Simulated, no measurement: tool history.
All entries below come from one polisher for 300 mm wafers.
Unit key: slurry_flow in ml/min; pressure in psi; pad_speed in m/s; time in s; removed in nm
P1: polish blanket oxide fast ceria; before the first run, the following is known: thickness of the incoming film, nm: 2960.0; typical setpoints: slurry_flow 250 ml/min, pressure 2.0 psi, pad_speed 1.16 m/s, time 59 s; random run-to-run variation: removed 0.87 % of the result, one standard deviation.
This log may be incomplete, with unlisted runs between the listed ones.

run    day  slurry_flow  pressure  pad_speed  time  removed
  1  0.417          250       2.0       1.16    59   676.18
  2  0.704          250       2.0       1.16    59   680.72
  3  1.054          250       2.0       1.16    59   676.43
  4  1.412          320       2.9       1.16    59  1003.60
  5  1.779          315       2.0       1.16    59   697.59
  6  2.133          250       2.0       0.56    59   320.94
  7  2.512          250       1.2       1.16    59   401.37
  8  2.817          250       2.0       1.78    59  1023.80
  9  3.050          150       2.0       1.16    59   638.13
 10  3.288          250       3.0       1.16    59  1006.50
     3.471  -- head pressure recalibrated
 11  3.600          250       2.0       1.16    27   311.64
 12  3.862          250       2.0       1.16    59   680.11
 13  4.267          250       2.0       1.16    94  1077.30
 14  4.621          250       2.0       1.16    59   678.32
 15  4.988          250       2.0       1.16    59   675.84
 16  5.200          250       2.0       1.16    59   668.86
 17  5.479          250       2.0       1.16    59   664.94
 18  5.858          250       2.0       1.16    59   656.97
 19  6.217          250       2.0       1.16    59   644.62
 20  6.646          250       2.0       1.16    59   644.45
 21  6.904          250       2.0       1.16    59   639.12
 22  7.167          250       2.0       1.16    59   640.76
 23  7.471          250       2.0       1.16    59   636.54
     7.538  -- head pressure recalibrated
 24  7.858          250       2.0       1.16    59   642.16
 25  8.138          250       2.0       1.16    59   637.94
 26  8.512          250       2.0       1.16    59   635.34

The output of P1 has drifted from where it used to be. Each of the 2 causes below, taken at the size shown beside it, accounts for the log equally well:
A: removal rate lost through wear of the pad, % = 5.65
B: slurry flow missing at the pad, % = 35.8
At approximately day 4.988, the process output began to creep.
The rest of the possible causes, and what rules out each one:
head's pressure below its setpoint, %: work on it at day 7.538, done after the drift set in, did not restore what the process gave before

Each of the check runs listed below is run on 3 wafers and reports their average, with the results left as question marks. Pick the one under which the possible causes would lead to clearly different results.
check 1  8.888          250       1.4       1.16    59        ?
check 2  8.888          250       2.0       0.68    59        ?
check 3  8.888          250       2.0       1.16    43        ?
check 4  8.888          150       2.0       1.16    86        ?

What every check run would give for each of its results, assuming each possible cause in turn:
  check   result    if A    if B
check 1  removed  448.15  448.08
check 2  removed  375.30  375.24
check 3  removed  466.60  466.53
check 4  removed  870.51  840.37
Per-check spread between the two closest causes, in the result where they differ most: check 1 0.01 %; check 2 0.01 %; check 3 0.01 %; check 4 3.52 %
Only in check 4 would the causes give clearly different results; in the remaining checks their results would be nearly the same.

With check 4 done, the readings were: removed 842.34 nm. Identify which of the listed causes applies.

Of the candidate causes, it is B: slurry flow missing at the pad, %.

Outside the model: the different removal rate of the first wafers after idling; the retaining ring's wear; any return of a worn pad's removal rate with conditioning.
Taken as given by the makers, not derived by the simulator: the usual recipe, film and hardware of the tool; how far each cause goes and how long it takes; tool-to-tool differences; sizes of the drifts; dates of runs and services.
